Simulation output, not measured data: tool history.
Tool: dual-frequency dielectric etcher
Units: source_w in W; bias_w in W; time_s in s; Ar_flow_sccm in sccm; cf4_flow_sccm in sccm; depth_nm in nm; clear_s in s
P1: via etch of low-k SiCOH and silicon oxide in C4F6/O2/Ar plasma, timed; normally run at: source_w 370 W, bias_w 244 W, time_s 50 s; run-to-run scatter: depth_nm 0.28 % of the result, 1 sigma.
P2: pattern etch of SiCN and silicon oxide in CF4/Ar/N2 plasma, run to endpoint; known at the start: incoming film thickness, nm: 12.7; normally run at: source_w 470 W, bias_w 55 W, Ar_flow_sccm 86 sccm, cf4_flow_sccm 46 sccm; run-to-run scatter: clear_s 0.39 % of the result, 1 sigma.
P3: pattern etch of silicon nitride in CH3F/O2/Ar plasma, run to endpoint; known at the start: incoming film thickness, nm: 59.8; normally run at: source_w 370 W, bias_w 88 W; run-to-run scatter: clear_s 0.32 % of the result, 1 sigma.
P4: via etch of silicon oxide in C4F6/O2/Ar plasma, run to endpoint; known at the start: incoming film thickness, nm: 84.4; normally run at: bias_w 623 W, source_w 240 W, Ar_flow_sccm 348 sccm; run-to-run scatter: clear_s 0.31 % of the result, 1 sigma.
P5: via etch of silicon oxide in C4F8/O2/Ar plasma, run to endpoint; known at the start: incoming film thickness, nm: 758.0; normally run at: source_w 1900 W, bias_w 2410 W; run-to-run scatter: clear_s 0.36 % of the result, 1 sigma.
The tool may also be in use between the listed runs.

| run | hour | process | source_w | bias_w | time_s | Ar_flow_sccm | cf4_flow_sccm | hours since the last wet clean | hours since the last source power generator calibration | hours since the last bias power generator calibration | depth_nm | clear_s |
|---|---|---|---|---|---|---|---|---|---|---|---|---|
| 1 | 16.6 | P1 | 370 | 244 | 50 |  |  | 264.7 | 1443.5 | 600.3 | 150.31 |  |
| 2 | 29.6 | P1 | 370 | 244 | 50 |  |  | 277.7 | 1456.5 | 613.3 | 150.83 |  |
| 3 | 38.9 | P2 | 470 | 39 |  | 86 | 46 | 287 | 1465.8 | 622.6 |  | 19.344 |
| 4 | 53.5 | P2 | 470 | 55 |  | 86 | 46 | 301.6 | 1480.4 | 637.2 |  | 17.173 |
| 5 | 66.8 | P1 | 370 | 244 | 50 |  |  | 314.9 | 1493.7 | 650.5 | 150.63 |  |
| 6 | 82.7 | P1 | 370 | 318 | 50 |  |  | 330.8 | 1509.6 | 666.4 | 165.26 |  |
| 7 | 95 | P1 | 370 | 244 | 50 |  |  | 343.1 | 1521.9 | 678.7 | 149.64 |  |
| 8 | 109.5 | P2 | 470 | 55 |  | 86 | 46 | 357.6 | 1536.4 | 693.2 |  | 17.293 |
| 9 | 118.3 | P5 | 1900 | 3421 |  |  |  | 366.4 | 1545.2 | 702 |  | 128.12 |
| 10 | 134.9 | P4 | 240 | 362 |  | 348 |  | 383 | 1561.8 | 718.6 |  | 25.958 |
| 11 | 150.7 | P3 | 370 | 88 |  |  |  | 398.8 | 1577.6 | 734.4 |  | 84.96 |
| 12 | 166.5 | P2 | 470 | 55 |  | 86 | 60 | 414.6 | 1593.4 | 750.2 |  | 16.325 |
| 13 | 182.3 | P4 | 190 | 623 |  | 348 |  | 430.4 | 1609.2 | 766 |  | 23.034 |
| 14 | 190.8 | P1 | 470 | 244 | 73 |  |  | 438.9 | 1617.7 | 774.5 | 238.72 |  |
| 15 | 205.3 | P1 | 370 | 244 | 50 |  |  | 453.4 | 1632.2 | 789 | 150.16 |  |
| 16 | 217.8 | P4 | 240 | 623 |  | 348 |  | 465.9 | 1644.7 | 801.5 |  | 21.242 |
| 17 | 234.1 | P5 | 1100 | 2410 |  |  |  | 482.2 | 1661 | 817.8 |  | 176.66 |
| 18 | 245.4 | P3 | 510 | 88 |  |  |  | 493.5 | 1672.3 | 829.1 |  | 75.749 |
| 19 | 254.1 | P4 | 240 | 623 |  | 282 |  | 502.2 | 1681 | 837.8 |  | 20.639 |
| 20 | 269 | P1 | 370 | 244 | 50 |  |  | 517.1 | 1695.9 | 852.7 | 150.59 |  |
| 21 | 277.3 | P3 | 370 | 64 |  |  |  | 525.4 | 1704.2 | 861 |  | 95.308 |
| 22 | 286.4 | P1 | 370 | 244 | 70.5 |  |  | 534.5 | 1713.3 | 870.1 | 211.75 |  |
| 23 | 294.6 | P1 | 370 | 244 | 50 |  |  | 542.7 | 1721.5 | 878.3 | 149.74 |  |
| 24 | 305.5 | P4 | 240 | 623 |  | 348 |  | 553.6 | 1732.4 | 889.2 |  | 21.272 |
| 25 | 322.1 | P1 | 370 | 159 | 50 |  |  | 570.2 | 1749 | 905.8 | 130.39 |  |
| 26 | 337.6 | P3 | 370 | 88 |  |  |  | 585.7 | 1764.5 | 921.3 |  | 85.29 |
| 27 | 353.6 | P2 | 470 | 55 |  | 58 | 46 | 601.7 | 1780.5 | 937.3 |  | 16.038 |
| 28 | 362.3 | P1 | 370 | 192 | 33 |  |  | 610.4 | 1789.2 | 946 | 91.64 |  |
| 29 | 378.3 | P2 | 630 | 55 |  | 86 | 46 | 626.4 | 1805.2 | 962 |  | 13.198 |
| 30 | 388.6 | P1 | 370 | 244 | 27.5 |  |  | 636.7 | 1815.5 | 972.3 | 82.8 |  |
| 31 | 401.5 | P5 | 1900 | 2410 |  |  |  | 649.6 | 1828.4 | 985.2 |  | 142.93 |
| 32 | 416.4 | P1 | 440 | 244 | 50 |  |  | 664.5 | 1843.3 | 1000.1 | 161.08 |  |
| 33 | 432.6 | P1 | 250 | 244 | 50 |  |  | 680.7 | 1859.5 | 1016.3 | 129.59 |  |
| 34 | 448.6 | P1 | 370 | 244 | 50 |  |  | 696.7 | 1875.5 | 1032.3 | 149.69 |  |
| 35 | 460.1 | P1 | 370 | 244 | 50 |  |  | 708.2 | 1887 | 1043.8 | 151.08 |  |
| 36 | 472.9 | P1 | 370 | 244 | 50 |  |  | 721 | 1899.8 | 1056.6 | 151.45 |  |
| 37 | 481.2 | P1 | 370 | 244 | 50 |  |  | 729.3 | 1908.1 | 1064.9 | 151.73 |  |
| 38 | 496.2 | P1 | 370 | 244 | 50 |  |  | 744.3 | 1923.1 | 1079.9 | 152.2 |  |
|  | 508.8 | wet clean of the chamber |
| 39 | 509 | P1 | 370 | 244 | 50 |  |  | 0.3 | 1935.9 | 1092.7 | 152.28 |  |
| 40 | 521.1 | P1 | 370 | 244 | 50 |  |  | 12.4 | 1948 | 1104.8 | 152.33 |  |
| 41 | 534.4 | P1 | 370 | 244 | 50 |  |  | 25.7 | 1961.3 | 1118.1 | 151.36 |  |
| 42 | 542.7 | P1 | 370 | 244 | 50 |  |  | 34 | 1969.6 | 1126.4 | 152.34 |  |
| 43 | 558.7 | P1 | 370 | 244 | 50 |  |  | 50 | 1985.6 | 1142.4 | 152.11 |  |
| 44 | 573.2 | P1 | 370 | 244 | 50 |  |  | 64.5 | 2000.1 | 1156.9 | 152.7 |  |
| 45 | 583.3 | P1 | 370 | 244 | 50 |  |  | 74.6 | 2010.2 | 1167 | 152.58 |  |

What P1 gives has crept away from where it was. These 2 causes fit the log equally well, each at the size given:
A: bias power that arrives over what is set, % = 4.2
B: source power that arrives over what is set, % = 3.72
The creep began at about hour 448.6.
Why every other cause is out:
chamber walls in a state that raises the etch rate, %: serviced at hour 508.8, which brought nothing back

4 check runs are offered, each on 2 wafers whose results are averaged, their results left as question marks. Which one tells the causes apart?
| check 1 | 593.4 | P4 | 240 | 375 |  | 348 |  |  |  |  |  | ? |
| check 2 | 593.4 | P5 | 1320 | 3250 |  |  |  |  |  |  |  | ? |
| check 3 | 593.4 | P2 | 470 | 41 |  | 86 | 53 |  |  |  |  | ? |
| check 4 | 593.4 | P3 | 370 | 73 |  |  |  |  |  |  |  | ? |

What each check would give under each cause:
| check | result | if A | if B |
|---|---|---|---|
| check 1 | clear_s | 25.301 | 25.343 |
| check 2 | clear_s | 147.87 | 147.77 |
| check 3 | clear_s | 18.152 | 17.786 |
| check 4 | clear_s | 89.59 | 89.632 |
How far apart the two closest causes lie, in the result that separates them most: check 1 0.16 %; check 2 0.07 %; check 3 2.04 %; check 4 0.05 %
Check 3 tells the causes apart: in the others they would give nearly the same result.

Check 3 was then run and gave: clear_s 18.186 s. Which cause is it?

It is A: bias power that arrives over what is set, %.
